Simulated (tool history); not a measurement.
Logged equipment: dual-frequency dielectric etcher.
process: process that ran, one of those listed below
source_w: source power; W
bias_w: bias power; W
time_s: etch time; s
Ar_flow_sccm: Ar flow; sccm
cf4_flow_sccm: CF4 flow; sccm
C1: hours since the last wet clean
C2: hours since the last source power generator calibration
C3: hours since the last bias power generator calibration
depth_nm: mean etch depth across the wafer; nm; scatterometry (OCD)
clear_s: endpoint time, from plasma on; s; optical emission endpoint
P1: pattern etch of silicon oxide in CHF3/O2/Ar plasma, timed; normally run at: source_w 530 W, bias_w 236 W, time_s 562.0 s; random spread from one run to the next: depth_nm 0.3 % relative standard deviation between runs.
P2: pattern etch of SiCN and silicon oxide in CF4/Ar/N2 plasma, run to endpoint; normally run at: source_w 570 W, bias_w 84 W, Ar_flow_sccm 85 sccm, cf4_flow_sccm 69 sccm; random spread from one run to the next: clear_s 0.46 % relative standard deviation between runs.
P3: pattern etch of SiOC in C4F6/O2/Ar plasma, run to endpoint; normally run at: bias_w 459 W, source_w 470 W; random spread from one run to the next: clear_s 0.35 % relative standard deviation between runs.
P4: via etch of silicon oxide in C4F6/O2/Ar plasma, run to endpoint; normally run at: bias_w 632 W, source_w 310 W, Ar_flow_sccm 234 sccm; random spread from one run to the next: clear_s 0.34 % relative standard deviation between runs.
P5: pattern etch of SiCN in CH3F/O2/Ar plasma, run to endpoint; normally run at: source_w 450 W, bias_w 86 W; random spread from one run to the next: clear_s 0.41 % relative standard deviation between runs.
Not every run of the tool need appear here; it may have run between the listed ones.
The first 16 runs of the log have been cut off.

Run 17, hour 126.8: process P3, source_w 470 W, bias_w 364 W; C1 282.1; C2 1428.4; C3 2654.7. Result: clear_s 18.0710 s.
Run 18, hour 132.0: process P1, source_w 690 W, bias_w 236 W, time_s 562.0 s; C1 287.3; C2 1433.6; C3 2659.9. Result: depth_nm 1321.2 nm.
Run 19, hour 141.3: process P4, source_w 310 W, bias_w 632 W, Ar_flow_sccm 234 sccm; C1 296.6; C2 1442.9; C3 2669.2. Result: clear_s 41.8710 s.
At hour 142.4: bias power generator calibrated.
Run 20, hour 149.5: process P5, source_w 450 W, bias_w 86 W; C1 304.8; C2 1451.1; C3 7.1. Result: clear_s 21.5740 s.
Run 21, hour 158.2: process P2, source_w 800 W, bias_w 84 W, Ar_flow_sccm 85 sccm, cf4_flow_sccm 69 sccm; C1 313.5; C2 1459.8; C3 15.8. Result: clear_s 8.4817 s.
Run 22, hour 165.2: process P1, source_w 440 W, bias_w 182 W, time_s 562.0 s; C1 320.5; C2 1466.8; C3 22.8. Result: depth_nm 1020.4 nm.
Run 23, hour 175.1: process P3, source_w 470 W, bias_w 459 W; C1 330.4; C2 1476.7; C3 32.7. Result: clear_s 16.5160 s.
Run 24, hour 184.6: process P5, source_w 290 W, bias_w 86 W; C1 339.9; C2 1486.2; C3 42.2. Result: clear_s 24.8910 s.
Run 25, hour 190.6: process P2, source_w 570 W, bias_w 84 W, Ar_flow_sccm 61 sccm, cf4_flow_sccm 69 sccm; C1 345.9; C2 1492.2; C3 48.2. Result: clear_s 10.8150 s.
Run 26, hour 195.2: process P4, source_w 310 W, bias_w 852 W, Ar_flow_sccm 234 sccm; C1 350.5; C2 1496.8; C3 52.8. Result: clear_s 37.1570 s.
Run 27, hour 202.5: process P4, source_w 310 W, bias_w 632 W, Ar_flow_sccm 189 sccm; C1 357.8; C2 1504.1; C3 60.1. Result: clear_s 40.9580 s.
Run 28, hour 207.7: process P3, source_w 360 W, bias_w 459 W; C1 363.0; C2 1509.3; C3 65.3. Result: clear_s 18.2570 s.
Run 29, hour 217.3: process P1, source_w 370 W, bias_w 236 W, time_s 562.0 s; C1 372.6; C2 1518.9; C3 74.9. Result: depth_nm 1047.0 nm.
Run 30, hour 221.9: process P2, source_w 570 W, bias_w 84 W, Ar_flow_sccm 85 sccm, cf4_flow_sccm 69 sccm; C1 377.2; C2 1523.5; C3 79.5. Result: clear_s 11.4410 s.
Run 31, hour 229.6: process P1, source_w 530 W, bias_w 236 W, time_s 562.0 s; C1 384.9; C2 1531.2; C3 87.2. Result: depth_nm 1200.5 nm.
Run 32, hour 235.7: process P4, source_w 310 W, bias_w 632 W, Ar_flow_sccm 234 sccm; C1 391.0; C2 1537.3; C3 93.3. Result: clear_s 41.6970 s.
Run 33, hour 241.9: process P2, source_w 570 W, bias_w 84 W, Ar_flow_sccm 85 sccm, cf4_flow_sccm 94 sccm; C1 397.2; C2 1543.5; C3 99.5. Result: clear_s 10.9330 s.

Run 34 comes next. What will it give?
Run 34, hour 247.2: process P1, source_w 530 W, bias_w 236 W, time_s 562.0 s; C1 402.5; C2 1548.8; C3 104.8. Result: depth_nm ?.

depth_nm: 1203.8 nm
